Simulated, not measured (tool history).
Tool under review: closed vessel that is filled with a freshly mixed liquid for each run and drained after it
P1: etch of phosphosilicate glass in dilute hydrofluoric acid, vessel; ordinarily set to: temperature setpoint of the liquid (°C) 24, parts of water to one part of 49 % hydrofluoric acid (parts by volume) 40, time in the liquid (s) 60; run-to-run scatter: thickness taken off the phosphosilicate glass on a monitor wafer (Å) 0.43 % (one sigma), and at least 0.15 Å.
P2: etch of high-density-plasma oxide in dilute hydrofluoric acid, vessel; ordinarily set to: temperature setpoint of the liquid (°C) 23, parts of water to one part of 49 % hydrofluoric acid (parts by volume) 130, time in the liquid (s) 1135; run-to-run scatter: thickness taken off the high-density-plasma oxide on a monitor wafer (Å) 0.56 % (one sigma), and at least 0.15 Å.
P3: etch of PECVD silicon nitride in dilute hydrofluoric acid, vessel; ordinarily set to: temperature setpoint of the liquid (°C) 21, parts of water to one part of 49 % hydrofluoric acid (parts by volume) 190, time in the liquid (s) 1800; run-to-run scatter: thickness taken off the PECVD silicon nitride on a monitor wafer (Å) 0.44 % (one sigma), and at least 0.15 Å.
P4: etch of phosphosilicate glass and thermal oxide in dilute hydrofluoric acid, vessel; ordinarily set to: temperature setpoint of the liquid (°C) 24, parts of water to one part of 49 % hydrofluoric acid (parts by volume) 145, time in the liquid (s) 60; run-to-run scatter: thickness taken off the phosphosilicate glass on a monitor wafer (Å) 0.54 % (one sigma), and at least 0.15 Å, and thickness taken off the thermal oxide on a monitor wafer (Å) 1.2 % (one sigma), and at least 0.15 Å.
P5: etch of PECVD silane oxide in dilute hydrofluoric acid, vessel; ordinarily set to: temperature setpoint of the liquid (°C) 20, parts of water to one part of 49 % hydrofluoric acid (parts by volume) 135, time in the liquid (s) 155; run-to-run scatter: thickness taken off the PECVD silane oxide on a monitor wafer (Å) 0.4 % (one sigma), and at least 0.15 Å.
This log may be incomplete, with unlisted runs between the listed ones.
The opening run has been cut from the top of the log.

run,day,process that ran,temperature setpoint of the liquid (°C),parts of water to one part of 49 % hydrofluoric acid (parts by volume),time in the liquid (s),hours since the thermometer was replaced,hours since the hydrofluoric acid flow meter was replaced,thickness taken off the phosphosilicate glass on a monitor wafer (Å),thickness taken off the thermal oxide on a monitor wafer (Å),thickness taken off the PECVD silane oxide on a monitor wafer (Å),thickness taken off the high-density-plasma oxide on a monitor wafer (Å),thickness taken off the PECVD silicon nitride on a monitor wafer (Å)
2,0.5,P1,24,65,60,162.3,263,1209.2,,,,
3,0.775,P4,17,145,60,168.9,269.6,375.38,15.266,,,
4,0.925,P1,24,40,60,172.5,273.2,2048.8,,,,
5,1.138,P1,29.5,40,60,177.6,278.3,2535.8,,,,
6,1.362,P4,24,145,95,183,283.7,785.25,31.125,,,
7,1.554,P5,26,135,155,187.6,288.3,,,608.01,,
8,1.696,P1,17.5,40,30,191,291.7,782.68,,,,
9,1.946,P2,23,130,80,197,297.7,,,,28.438,
10,2.083,P5,20,135,155,200.3,301,,,478.89,,
11,2.362,P4,24,145,60,207,307.7,500.9,19.356,,,
12,2.538,P2,23,130,1135,211.2,311.9,,,,404.5,
13,2.796,P3,21,190,430,217.4,318.1,,,,,54.773
14,2.962,P3,21,310,1800,221.4,322.1,,,,,141.92
15,3.192,P1,24,40,30,226.9,327.6,1025.3,,,,
16,3.338,P3,21,190,1800,230.4,331.1,,,,,228.52
17,3.479,P5,20,135,65,233.8,334.5,,,200.25,,
18,3.65,P1,24,40,100,237.9,338.6,3410.4,,,,
19,3.938,P1,24,40,60,244.8,345.5,2029.4,,,,
20,4.154,P4,24,145,60,250,350.7,497.52,19.732,,,
21,4.379,P2,30.5,130,1135,255.4,356.1,,,,541.11,
22,4.592,P2,23,130,1135,260.5,361.2,,,,399.9,

Forecast run 23:
23,4.767,P1,24,20,60,264.7,365.4,?,,,,

Logged for run 23: thickness taken off the phosphosilicate glass on a monitor wafer (Å) 4207.5.

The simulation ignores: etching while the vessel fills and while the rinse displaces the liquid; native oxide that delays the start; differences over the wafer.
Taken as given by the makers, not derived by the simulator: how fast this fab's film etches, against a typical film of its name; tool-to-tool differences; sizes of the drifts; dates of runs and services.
